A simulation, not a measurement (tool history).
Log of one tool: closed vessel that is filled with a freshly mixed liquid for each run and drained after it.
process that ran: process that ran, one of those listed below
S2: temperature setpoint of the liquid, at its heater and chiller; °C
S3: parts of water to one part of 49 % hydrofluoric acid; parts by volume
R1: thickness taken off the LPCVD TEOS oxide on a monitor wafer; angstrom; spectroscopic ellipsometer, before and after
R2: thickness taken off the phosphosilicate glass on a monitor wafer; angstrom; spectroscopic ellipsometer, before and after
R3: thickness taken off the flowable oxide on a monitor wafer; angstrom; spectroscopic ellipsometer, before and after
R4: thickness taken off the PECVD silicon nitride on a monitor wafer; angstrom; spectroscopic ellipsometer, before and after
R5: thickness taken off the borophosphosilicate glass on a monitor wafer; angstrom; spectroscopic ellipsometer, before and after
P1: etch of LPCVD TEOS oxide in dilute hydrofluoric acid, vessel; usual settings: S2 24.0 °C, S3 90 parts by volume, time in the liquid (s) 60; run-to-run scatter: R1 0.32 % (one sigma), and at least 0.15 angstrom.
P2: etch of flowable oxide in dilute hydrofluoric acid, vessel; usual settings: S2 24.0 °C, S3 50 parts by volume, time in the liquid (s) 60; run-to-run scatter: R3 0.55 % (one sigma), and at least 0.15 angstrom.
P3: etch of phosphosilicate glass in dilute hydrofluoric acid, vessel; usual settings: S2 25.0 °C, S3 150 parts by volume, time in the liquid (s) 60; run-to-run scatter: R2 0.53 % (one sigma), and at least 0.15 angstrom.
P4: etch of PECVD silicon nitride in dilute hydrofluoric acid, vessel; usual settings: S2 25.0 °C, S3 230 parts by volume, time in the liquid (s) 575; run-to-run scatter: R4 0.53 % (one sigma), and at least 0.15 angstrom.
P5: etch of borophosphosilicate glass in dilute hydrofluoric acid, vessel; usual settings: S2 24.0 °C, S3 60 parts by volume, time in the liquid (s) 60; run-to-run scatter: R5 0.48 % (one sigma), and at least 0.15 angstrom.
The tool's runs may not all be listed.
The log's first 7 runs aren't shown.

Run 8, day 1.946: process that ran P1, S2 19.0 °C, S3 90 parts by volume, time in the liquid (s) 105. Result: R1 255.130 angstrom.
Run 9, day 2.104: process that ran P2, S2 24.0 °C, S3 50 parts by volume, time in the liquid (s) 95. Result: R3 1042.40 angstrom.
Run 10, day 2.317: process that ran P2, S2 24.0 °C, S3 50 parts by volume, time in the liquid (s) 60. Result: R3 652.46 angstrom.
At day 2.488: thermometer replaced.
Run 11, day 2.533: process that ran P5, S2 24.0 °C, S3 60 parts by volume, time in the liquid (s) 60. Result: R5 796.54 angstrom.
Run 12, day 2.779: process that ran P4, S2 25.0 °C, S3 130 parts by volume, time in the liquid (s) 575. Result: R4 204.7100 angstrom.
Run 13, day 3.146: process that ran P1, S2 28.5 °C, S3 90 parts by volume, time in the liquid (s) 100. Result: R1 351.950 angstrom.
Run 14, day 3.425: process that ran P1, S2 24.0 °C, S3 90 parts by volume, time in the liquid (s) 60. Result: R1 176.870 angstrom.
Run 15, day 3.725: process that ran P1, S2 30.0 °C, S3 90 parts by volume, time in the liquid (s) 60. Result: R1 224.120 angstrom.
Run 16, day 3.938: process that ran P1, S2 24.0 °C, S3 90 parts by volume, time in the liquid (s) 60. Result: R1 177.490 angstrom.
Run 17, day 4.142: process that ran P4, S2 32.5 °C, S3 230 parts by volume, time in the liquid (s) 575. Result: R4 179.1000 angstrom.
Run 18, day 4.392: process that ran P1, S2 24.0 °C, S3 90 parts by volume, time in the liquid (s) 30. Result: R1 88.901 angstrom.
Run 19, day 4.712: process that ran P2, S2 24.0 °C, S3 90 parts by volume, time in the liquid (s) 60. Result: R3 345.33 angstrom.
Run 20, day 5.021: process that ran P3, S2 25.0 °C, S3 220 parts by volume, time in the liquid (s) 60. Result: R2 292.91 angstrom.
Run 21, day 5.329: process that ran P1, S2 24.0 °C, S3 90 parts by volume, time in the liquid (s) 100. Result: R1 295.920 angstrom.
Run 22, day 5.646: process that ran P1, S2 24.0 °C, S3 90 parts by volume, time in the liquid (s) 60. Result: R1 177.890 angstrom.
Run 23, day 5.888: process that ran P5, S2 24.0 °C, S3 60 parts by volume, time in the liquid (s) 115. Result: R5 1519.40 angstrom.
Run 24, day 6.100: process that ran P3, S2 18.5 °C, S3 150 parts by volume, time in the liquid (s) 60. Result: R2 359.66 angstrom.
Run 25, day 6.292: process that ran P1, S2 24.0 °C, S3 90 parts by volume, time in the liquid (s) 60. Result: R1 177.330 angstrom.
Run 26, day 6.504: process that ran P3, S2 25.0 °C, S3 150 parts by volume, time in the liquid (s) 60. Result: R2 463.99 angstrom.
Run 27, day 6.788: process that ran P1, S2 24.0 °C, S3 90 parts by volume, time in the liquid (s) 60. Result: R1 178.150 angstrom.
Run 28, day 6.954: process that ran P4, S2 25.0 °C, S3 230 parts by volume, time in the liquid (s) 30. Result: R4 5.7757 angstrom.

Forecast run 29:
Run 29, day 7.275: process that ran P1, S2 24.0 °C, S3 40 parts by volume, time in the liquid (s) 60. Result: R1 ?.

R1: 424.800 angstrom

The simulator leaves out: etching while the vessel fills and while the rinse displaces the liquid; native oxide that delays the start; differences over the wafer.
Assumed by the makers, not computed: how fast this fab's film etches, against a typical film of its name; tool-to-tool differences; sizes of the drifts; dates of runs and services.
